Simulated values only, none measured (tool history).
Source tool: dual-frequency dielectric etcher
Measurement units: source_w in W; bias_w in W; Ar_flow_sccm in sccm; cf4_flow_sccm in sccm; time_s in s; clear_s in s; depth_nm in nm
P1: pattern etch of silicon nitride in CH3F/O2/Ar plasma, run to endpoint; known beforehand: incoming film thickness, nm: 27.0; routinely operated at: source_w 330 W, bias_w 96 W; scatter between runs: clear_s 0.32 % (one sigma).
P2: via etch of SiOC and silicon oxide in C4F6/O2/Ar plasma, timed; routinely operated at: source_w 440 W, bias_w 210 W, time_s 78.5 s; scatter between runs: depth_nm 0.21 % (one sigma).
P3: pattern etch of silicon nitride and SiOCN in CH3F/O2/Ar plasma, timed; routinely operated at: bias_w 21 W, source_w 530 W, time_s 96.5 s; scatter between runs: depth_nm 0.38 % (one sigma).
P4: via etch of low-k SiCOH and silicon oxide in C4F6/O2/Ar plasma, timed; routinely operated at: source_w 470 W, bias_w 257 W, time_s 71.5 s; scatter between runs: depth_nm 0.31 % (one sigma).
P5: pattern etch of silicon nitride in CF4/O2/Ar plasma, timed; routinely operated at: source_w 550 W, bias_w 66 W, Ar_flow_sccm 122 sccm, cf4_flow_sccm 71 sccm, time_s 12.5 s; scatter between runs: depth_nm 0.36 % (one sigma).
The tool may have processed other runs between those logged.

run,hour,process,source_w,bias_w,Ar_flow_sccm,cf4_flow_sccm,time_s,hours since the last wet clean,hours since the last source power generator calibration,hours since the last bias power generator calibration,clear_s,depth_nm
1,9,P1,330,96,,,,150,406.2,1444.4,38.092,
2,16.3,P5,550,66,122,71,12.5,157.3,413.5,1451.7,,27.669
3,23.5,P2,440,210,,,78.5,164.5,420.7,1458.9,,96.434
4,37.1,P2,440,210,,,59,178.1,434.3,1472.5,,72.569
5,49.6,P2,440,287,,,78.5,190.6,446.8,1485,,107.15
6,57.5,P4,670,257,,,71.5,198.5,454.7,1492.9,,281.38
7,71.1,P5,550,66,122,71,8.5,212.1,468.3,1506.5,,18.781
8,79,P5,550,40,122,71,12.5,220,476.2,1514.4,,22.643
9,90.9,P1,400,60,,,,231.9,488.1,1526.3,41.862,
10,98.7,P2,440,210,,,78.5,239.7,495.9,1534.1,,96.685
11,109.4,P1,330,122,,,,250.4,506.6,1544.8,34.772,
12,118.1,P3,650,21,,,96.5,259.1,515.3,1553.5,,14.59
13,124.4,P5,550,66,171,71,12.5,265.4,521.6,1559.8,,26.338
14,136.3,P3,530,28,,,96.5,277.3,533.5,1571.7,,15.483
15,144.2,P3,530,21,,,123,285.2,541.4,1579.6,,17.151
16,151.7,P1,420,96,,,,292.7,548.9,1587.1,34.634,
17,157.7,P5,320,66,122,71,12.5,298.7,554.9,1593.1,,17.428
18,168.9,P2,280,210,,,78.5,309.9,566.1,1604.3,,80.766
19,177.4,P1,330,67,,,,318.4,574.6,1612.8,43.121,
20,188.5,P1,330,96,,,,329.5,585.7,1623.9,38.16,
21,195.8,P4,470,192,,,71.5,336.8,593,1631.2,,224.18
22,202.1,P1,220,96,,,,343.1,599.3,1637.5,44.179,
23,211.4,P1,330,96,,,,352.4,608.6,1646.8,38.043,
24,223.8,P4,470,257,,,39.5,364.8,621,1659.2,,135.52
25,237.5,P3,530,21,,,96.5,378.5,634.7,1672.9,,13.595
26,250,P1,330,96,,,,391,647.2,1685.4,37.931,
27,258.1,P5,550,66,122,49,12.5,399.1,655.3,1693.5,,26.354
28,270.9,P4,470,257,,,71.5,411.9,668.1,1706.3,,245.43
29,281.4,P1,330,96,,,,422.4,678.6,1716.8,38.311,
30,294,P1,330,96,,,,435,691.2,1729.4,38.498,
31,306.7,P1,330,96,,,,447.7,703.9,1742.1,38.344,
32,317.5,P1,330,96,,,,458.5,714.7,1752.9,38.786,
33,327.8,P1,330,96,,,,468.8,725,1763.2,38.397,
34,339.2,P1,330,96,,,,480.2,736.4,1774.6,38.548,
35,345.8,P1,330,96,,,,486.8,743,1781.2,38.702,
# hour 348: wet clean of the chamber
36,355.9,P1,330,96,,,,8,753.1,1791.3,38.529,
37,364.5,P1,330,96,,,,16.6,761.7,1799.9,38.621,
38,373,P1,330,96,,,,25.1,770.2,1808.4,38.829,
39,380.1,P1,330,96,,,,32.2,777.3,1815.5,38.642,

P1 has crept away from where it was. The log is fitted equally well by each of these 2 causes, at the sizes shown:
A: bias power that arrives under what is set, % = 4.24
B: source power that arrives under what is set, % = 4.19
The creep began at about hour 281.4.
Every other cause this tool's parts could produce, and why it does not fit the log:
chamber walls in a state that lowers the etch rate, %: serviced at hour 348, after the change had begun; the process did not return to its earlier output

Each of the check runs listed below is run on 2 wafers and reports their average, with the results left as question marks. Pick the one under which the possible causes would lead to clearly different results.
check 1,387.2,P4,470,257,,,39.5,,,,,?
check 2,387.2,P2,440,280,,,78.5,,,,,?
check 3,387.2,P3,530,28,,,121,,,,,?
check 4,387.2,P5,550,44,122,71,12.5,,,,,?

Predicted outcomes, by check and by cause:
check,result,if A,if B
check 1,depth_nm,133.9,133.65
check 2,depth_nm,104.75,104.63
check 3,depth_nm,18.922,19.018
check 4,depth_nm,23.078,22.616
Minimum pairwise separation of causes per check, each pair taken at its best-separating result: check 1 0.19 %; check 2 0.12 %; check 3 0.51 %; check 4 2.02 %
Only in check 4 would the causes give clearly different results; in the remaining checks their results would be nearly the same.

Running check 4 produced the following: depth_nm 22.541 nm. Which one of the listed causes fits?

B is the cause: source power that arrives under what is set, %.
